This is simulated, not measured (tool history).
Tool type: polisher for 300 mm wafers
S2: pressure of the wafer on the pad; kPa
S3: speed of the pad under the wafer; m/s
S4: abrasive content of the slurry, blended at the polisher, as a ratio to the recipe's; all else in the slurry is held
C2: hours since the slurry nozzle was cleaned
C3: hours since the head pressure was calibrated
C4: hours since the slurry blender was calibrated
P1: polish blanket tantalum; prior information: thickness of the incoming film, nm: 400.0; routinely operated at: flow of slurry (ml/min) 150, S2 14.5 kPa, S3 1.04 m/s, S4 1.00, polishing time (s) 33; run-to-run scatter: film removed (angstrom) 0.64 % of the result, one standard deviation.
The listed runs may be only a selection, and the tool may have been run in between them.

run 1 hour=13.9 | flow_of_slurry_(ml/min)=150 S2=14.5 S3=1.04 S4=1.00 polishing_time_(s)=33 | wafers_polished_on_this_pad=608 C2=161.2 C3=795.6 C4=253.8 | film_removed_(angstrom)=563.56
run 2 hour=22.4 | flow_of_slurry_(ml/min)=150 S2=10.3 S3=1.04 S4=1.45 polishing_time_(s)=33 | wafers_polished_on_this_pad=745 C2=169.7 C3=804.1 C4=262.3 | film_removed_(angstrom)=447.65
run 3 hour=32.7 | flow_of_slurry_(ml/min)=150 S2=14.5 S3=1.04 S4=1.00 polishing_time_(s)=49 | wafers_polished_on_this_pad=910 C2=180.0 C3=814.4 C4=272.6 | film_removed_(angstrom)=848.05
run 4 hour=47.4 | flow_of_slurry_(ml/min)=150 S2=10.3 S3=0.52 S4=1.00 polishing_time_(s)=33 | wafers_polished_on_this_pad=1146 C2=194.7 C3=829.1 C4=287.3 | film_removed_(angstrom)=205.65
run 5 hour=59.7 | flow_of_slurry_(ml/min)=150 S2=14.5 S3=1.04 S4=0.55 polishing_time_(s)=33 | wafers_polished_on_this_pad=1344 C2=207.0 C3=841.4 C4=299.6 | film_removed_(angstrom)=461.33
run 6 hour=67.3 | flow_of_slurry_(ml/min)=215 S2=14.5 S3=1.56 S4=1.00 polishing_time_(s)=33 | wafers_polished_on_this_pad=1466 C2=214.6 C3=849.0 C4=307.2 | film_removed_(angstrom)=894.21
run 7 hour=80.8 | flow_of_slurry_(ml/min)=150 S2=14.5 S3=1.04 S4=1.40 polishing_time_(s)=33 | wafers_polished_on_this_pad=1682 C2=228.1 C3=862.5 C4=320.7 | film_removed_(angstrom)=611.16
run 8 hour=89.5 | flow_of_slurry_(ml/min)=150 S2=14.5 S3=1.04 S4=1.00 polishing_time_(s)=33 | wafers_polished_on_this_pad=1822 C2=236.8 C3=871.2 C4=329.4 | film_removed_(angstrom)=563.70
run 9 hour=104.5 | flow_of_slurry_(ml/min)=220 S2=14.5 S3=1.04 S4=1.00 polishing_time_(s)=33 | wafers_polished_on_this_pad=2063 C2=251.8 C3=886.2 C4=344.4 | film_removed_(angstrom)=597.93
run 10 hour=116.6 | flow_of_slurry_(ml/min)=150 S2=14.5 S3=1.04 S4=1.00 polishing_time_(s)=33 | wafers_polished_on_this_pad=2257 C2=263.9 C3=898.3 C4=356.5 | film_removed_(angstrom)=565.45
run 11 hour=127.1 | flow_of_slurry_(ml/min)=150 S2=14.5 S3=1.04 S4=1.00 polishing_time_(s)=33 | wafers_polished_on_this_pad=2426 C2=274.4 C3=908.8 C4=367.0 | film_removed_(angstrom)=564.85
run 12 hour=138.8 | flow_of_slurry_(ml/min)=150 S2=22.1 S3=1.04 S4=1.00 polishing_time_(s)=33 | wafers_polished_on_this_pad=2613 C2=286.1 C3=920.5 C4=378.7 | film_removed_(angstrom)=865.65
run 13 hour=146.3 | flow_of_slurry_(ml/min)=150 S2=14.5 S3=1.04 S4=1.00 polishing_time_(s)=15 | wafers_polished_on_this_pad=2734 C2=293.6 C3=928.0 C4=386.2 | film_removed_(angstrom)=258.56
run 14 hour=156.3 | flow_of_slurry_(ml/min)=150 S2=14.5 S3=1.44 S4=1.00 polishing_time_(s)=33 | wafers_polished_on_this_pad=2894 C2=303.6 C3=938.0 C4=396.2 | film_removed_(angstrom)=791.52

Run 15, settings as shown, results not yet in. Your forecast:
run 15 hour=171.3 | flow_of_slurry_(ml/min)=150 S2=14.5 S3=1.04 S4=1.00 polishing_time_(s)=33 | wafers_polished_on_this_pad=3135 C2=318.6 C3=953.0 C4=411.2 | film_removed_(angstrom)=?

film removed (angstrom): 574.87
